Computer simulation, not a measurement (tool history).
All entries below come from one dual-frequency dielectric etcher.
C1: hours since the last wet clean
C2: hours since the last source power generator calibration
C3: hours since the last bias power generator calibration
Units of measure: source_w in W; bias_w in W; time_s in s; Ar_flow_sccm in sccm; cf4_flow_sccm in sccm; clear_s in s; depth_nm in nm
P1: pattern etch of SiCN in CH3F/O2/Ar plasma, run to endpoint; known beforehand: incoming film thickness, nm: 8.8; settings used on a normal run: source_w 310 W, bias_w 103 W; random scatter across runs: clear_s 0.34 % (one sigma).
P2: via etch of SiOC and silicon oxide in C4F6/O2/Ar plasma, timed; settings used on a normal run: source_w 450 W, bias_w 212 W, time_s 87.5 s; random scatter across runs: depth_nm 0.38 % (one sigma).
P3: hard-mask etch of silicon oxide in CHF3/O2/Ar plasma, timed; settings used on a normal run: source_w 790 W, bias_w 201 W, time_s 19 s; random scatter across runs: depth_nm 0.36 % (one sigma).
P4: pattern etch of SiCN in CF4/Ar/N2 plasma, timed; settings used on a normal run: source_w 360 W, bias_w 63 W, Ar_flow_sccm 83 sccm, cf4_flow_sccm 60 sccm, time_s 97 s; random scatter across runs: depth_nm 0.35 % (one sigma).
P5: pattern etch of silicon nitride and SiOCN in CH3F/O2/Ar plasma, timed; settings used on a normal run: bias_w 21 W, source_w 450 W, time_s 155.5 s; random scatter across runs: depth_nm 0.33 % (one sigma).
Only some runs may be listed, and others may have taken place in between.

run 1 hour=6.3 | process=P1 source_w=310 bias_w=103 | C1=190.8 C2=2739.1 C3=2201.2 | clear_s=22.984
run 2 hour=12 | process=P1 source_w=310 bias_w=146 | C1=196.5 C2=2744.8 C3=2206.9 | clear_s=20.062
run 3 hour=15 | process=P1 source_w=310 bias_w=103 | C1=199.5 C2=2747.8 C3=2209.9 | clear_s=22.947
-- hour=18.4 bias power generator calibrated
run 4 hour=20.2 | process=P1 source_w=380 bias_w=103 | C1=204.7 C2=2753 C3=1.9 | clear_s=21.481
run 5 hour=24.6 | process=P3 source_w=790 bias_w=201 time_s=19 | C1=209.1 C2=2757.4 C3=6.3 | depth_nm=42.89
run 6 hour=30.6 | process=P4 source_w=280 bias_w=63 time_s=97 Ar_flow_sccm=83 cf4_flow_sccm=60 | C1=215.1 C2=2763.4 C3=12.3 | depth_nm=52.525
run 7 hour=36 | process=P1 source_w=310 bias_w=83 | C1=220.5 C2=2768.8 C3=17.7 | clear_s=24.98
run 8 hour=40.6 | process=P3 source_w=790 bias_w=153 time_s=19 | C1=225.1 C2=2773.4 C3=22.3 | depth_nm=39.008
run 9 hour=43.4 | process=P1 source_w=410 bias_w=138 | C1=227.9 C2=2776.2 C3=25.1 | clear_s=18.636
run 10 hour=48.1 | process=P5 source_w=450 bias_w=21 time_s=155.5 | C1=232.6 C2=2780.9 C3=29.8 | depth_nm=21.135
run 11 hour=50.9 | process=P4 source_w=360 bias_w=63 time_s=97 Ar_flow_sccm=83 cf4_flow_sccm=60 | C1=235.4 C2=2783.7 C3=32.6 | depth_nm=65.571
run 12 hour=56.6 | process=P1 source_w=310 bias_w=103 | C1=241.1 C2=2789.4 C3=38.3 | clear_s=23.086
run 13 hour=61.5 | process=P5 source_w=450 bias_w=27 time_s=155.5 | C1=246 C2=2794.3 C3=43.2 | depth_nm=23.674
run 14 hour=64.6 | process=P4 source_w=360 bias_w=63 time_s=133 Ar_flow_sccm=83 cf4_flow_sccm=60 | C1=249.1 C2=2797.4 C3=46.3 | depth_nm=89.601
run 15 hour=69.8 | process=P5 source_w=340 bias_w=21 time_s=155.5 | C1=254.3 C2=2802.6 C3=51.5 | depth_nm=19.161
run 16 hour=72.8 | process=P3 source_w=790 bias_w=201 time_s=27.5 | C1=257.3 C2=2805.6 C3=54.5 | depth_nm=61.827
run 17 hour=78.8 | process=P2 source_w=450 bias_w=212 time_s=107.5 | C1=263.3 C2=2811.6 C3=60.5 | depth_nm=135.37
run 18 hour=81.6 | process=P5 source_w=450 bias_w=21 time_s=155.5 | C1=266.1 C2=2814.4 C3=63.3 | depth_nm=21.153
run 19 hour=85.1 | process=P3 source_w=530 bias_w=201 time_s=19 | C1=269.6 C2=2817.9 C3=66.8 | depth_nm=36.769
run 20 hour=88.6 | process=P2 source_w=450 bias_w=131 time_s=87.5 | C1=273.1 C2=2821.4 C3=70.3 | depth_nm=95.181
run 21 hour=95 | process=P2 source_w=450 bias_w=212 time_s=87.5 | C1=279.5 C2=2827.8 C3=76.7 | depth_nm=111.09
run 22 hour=99.9 | process=P5 source_w=450 bias_w=21 time_s=86.5 | C1=284.4 C2=2832.7 C3=81.6 | depth_nm=11.823
run 23 hour=103.3 | process=P1 source_w=310 bias_w=103 | C1=287.8 C2=2836.1 C3=85 | clear_s=22.989
run 24 hour=107 | process=P4 source_w=360 bias_w=63 time_s=97 Ar_flow_sccm=83 cf4_flow_sccm=81 | C1=291.5 C2=2839.8 C3=88.7 | depth_nm=68.308
run 25 hour=113.1 | process=P1 source_w=310 bias_w=103 | C1=297.6 C2=2845.9 C3=94.8 | clear_s=23.066
run 26 hour=118.8 | process=P1 source_w=310 bias_w=103 | C1=303.3 C2=2851.6 C3=100.5 | clear_s=23.024
run 27 hour=123.1 | process=P2 source_w=330 bias_w=212 time_s=87.5 | C1=307.6 C2=2855.9 C3=104.8 | depth_nm=98.509
run 28 hour=127.7 | process=P1 source_w=210 bias_w=103 | C1=312.2 C2=2860.5 C3=109.4 | clear_s=26.708
run 29 hour=132.8 | process=P4 source_w=360 bias_w=63 time_s=97 Ar_flow_sccm=54 cf4_flow_sccm=60 | C1=317.3 C2=2865.6 C3=114.5 | depth_nm=69.463
run 30 hour=138.6 | process=P4 source_w=360 bias_w=47 time_s=97 Ar_flow_sccm=83 cf4_flow_sccm=60 | C1=323.1 C2=2871.4 C3=120.3 | depth_nm=59.577

The next listed run, before its measurement:
run 31 hour=141.5 | process=P1 source_w=310 bias_w=103 | C1=326 C2=2874.3 C3=123.2 | clear_s=?

clear_s: 23.052 s
